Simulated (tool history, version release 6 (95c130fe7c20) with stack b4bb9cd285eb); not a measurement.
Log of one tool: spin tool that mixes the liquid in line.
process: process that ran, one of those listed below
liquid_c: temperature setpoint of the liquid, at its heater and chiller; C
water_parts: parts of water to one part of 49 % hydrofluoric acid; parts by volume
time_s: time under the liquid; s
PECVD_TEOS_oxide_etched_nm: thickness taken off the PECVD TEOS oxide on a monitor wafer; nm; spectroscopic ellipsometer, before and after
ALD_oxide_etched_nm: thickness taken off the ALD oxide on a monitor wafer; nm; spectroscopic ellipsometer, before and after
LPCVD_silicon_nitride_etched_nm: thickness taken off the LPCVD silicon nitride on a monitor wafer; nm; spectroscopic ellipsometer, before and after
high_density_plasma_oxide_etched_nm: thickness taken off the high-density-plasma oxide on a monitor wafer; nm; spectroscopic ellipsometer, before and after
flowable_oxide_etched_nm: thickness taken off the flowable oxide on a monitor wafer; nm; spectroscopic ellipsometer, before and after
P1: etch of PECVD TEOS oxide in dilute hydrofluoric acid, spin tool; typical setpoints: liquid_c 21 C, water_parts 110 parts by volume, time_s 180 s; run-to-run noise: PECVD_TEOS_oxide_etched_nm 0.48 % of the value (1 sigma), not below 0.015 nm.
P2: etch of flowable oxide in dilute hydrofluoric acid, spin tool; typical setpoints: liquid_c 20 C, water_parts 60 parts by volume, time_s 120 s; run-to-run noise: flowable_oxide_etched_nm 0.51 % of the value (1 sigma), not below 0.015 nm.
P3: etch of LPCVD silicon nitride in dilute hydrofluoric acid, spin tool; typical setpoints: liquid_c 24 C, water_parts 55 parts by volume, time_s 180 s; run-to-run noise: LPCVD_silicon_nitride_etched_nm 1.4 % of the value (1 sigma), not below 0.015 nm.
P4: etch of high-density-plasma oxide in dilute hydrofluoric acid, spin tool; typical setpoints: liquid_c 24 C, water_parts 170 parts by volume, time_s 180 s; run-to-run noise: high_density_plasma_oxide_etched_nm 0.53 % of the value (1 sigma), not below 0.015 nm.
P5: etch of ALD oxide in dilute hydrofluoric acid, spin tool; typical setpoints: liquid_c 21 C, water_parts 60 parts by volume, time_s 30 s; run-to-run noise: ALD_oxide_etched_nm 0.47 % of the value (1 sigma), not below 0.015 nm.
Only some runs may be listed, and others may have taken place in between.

run,hour,process,liquid_c,water_parts,time_s,PECVD_TEOS_oxide_etched_nm,ALD_oxide_etched_nm,LPCVD_silicon_nitride_etched_nm,high_density_plasma_oxide_etched_nm,flowable_oxide_etched_nm
1,11.3,P1,21,110,180,20.234,,,,
2,26.9,P5,21,95,30,,4.3911,,,
3,45.6,P3,24,55,180,,,1.46,,
4,57.4,P1,17,110,180,17.034,,,,
5,72.8,P3,24,105,180,,,0.77587,,
6,86.3,P4,24,75,180,,,,22.743,
# hour 94.3: thermometer replaced
7,94.6,P1,25,110,180,23.517,,,,
8,106.5,P5,21,60,30,,7.1358,,,
9,125.1,P4,24,170,15,,,,0.7589,
10,141.1,P4,24,170,180,,,,8.9883,
11,158.8,P1,21,110,80,9.0124,,,,
12,172.6,P1,21,110,180,20.267,,,,
13,184,P2,20,110,120,,,,,25.235
14,193.2,P1,21,110,180,20.202,,,,
15,202.8,P1,21,20,180,122.87,,,,
16,219.7,P2,20,60,230,,,,,94.525
17,236.3,P4,24,170,180,,,,8.9555,
18,248.6,P2,28,60,120,,,,,68.708
19,259.9,P5,21,60,55,,13.306,,,
20,276.1,P3,24,55,180,,,1.4712,,
21,289.6,P1,21,110,180,19.991,,,,
22,305.3,P1,21,110,180,20.046,,,,
23,318.3,P1,21,110,325,36.33,,,,
24,330,P1,21,110,180,20.25,,,,
25,340,P4,29.5,170,180,,,,10.913,
26,351.2,P3,24,55,15,,,0.13666,,
27,364.8,P1,21,110,180,20.15,,,,
28,380.5,P1,27,35,180,88.712,,,,
29,395,P5,27.5,60,30,,9.4198,,,
30,406.9,P1,17,110,305,29.041,,,,
31,423.8,P2,20,60,120,,,,,49.483
32,433.3,P3,19,55,180,,,1.031,,
33,446.3,P1,21,155,180,13.661,,,,
34,463.8,P1,21,110,180,20.399,,,,
35,482.6,P1,21,110,180,21.079,,,,
36,500.1,P1,21,110,180,21.141,,,,
37,510.2,P1,21,110,180,21.355,,,,
38,518.6,P1,21,110,180,21.55,,,,
39,534.7,P1,21,110,180,21.708,,,,
40,553.4,P1,21,110,180,21.666,,,,
41,570.2,P1,21,110,180,21.619,,,,
42,584,P1,21,110,180,21.509,,,,

What P1 gives has crept off from where it sat before. The 2 causes that follow fit the log equally well, each at the size noted:
A: hydrofluoric acid flow above the setpoint (%) = 6.5
B: liquid hotter than its thermometer reads (K) = 1.77
The creep began at about hour 463.8.

Which of the 4 check runs listed below, each an average over 5 wafers with its results shown as question marks, gives clearly different results under the different listed causes?
check 1,597.8,P3,20.5,55,180,,,?,,
check 2,597.8,P5,26,80,30,,?,,,
check 3,597.8,P4,24,100,180,,,,?,
check 4,597.8,P2,27.5,60,220,,,,,?

What every check run would give for each of its results, assuming each possible cause in turn:
check,result,if A,if B
check 1,LPCVD_silicon_nitride_etched_nm,1.2233,1.299
check 2,ALD_oxide_etched_nm,6.9235,6.9232
check 3,high_density_plasma_oxide_etched_nm,17.65,17.634
check 4,flowable_oxide_etched_nm,132.19,132.39
Gap, in per cent, between the two causes that each check separates least, read from the result that separates them most: check 1 6 %; check 2 0 %; check 3 0.09 %; check 4 0.16 %
Of the check runs offered, only check 1 discriminates between the causes; the rest would read about the same regardless of which cause applies.

Running check 1 produced the following: LPCVD_silicon_nitride_etched_nm 1.3049 nm. Which one of the listed causes fits?

B is the cause: liquid hotter than its thermometer reads (K).

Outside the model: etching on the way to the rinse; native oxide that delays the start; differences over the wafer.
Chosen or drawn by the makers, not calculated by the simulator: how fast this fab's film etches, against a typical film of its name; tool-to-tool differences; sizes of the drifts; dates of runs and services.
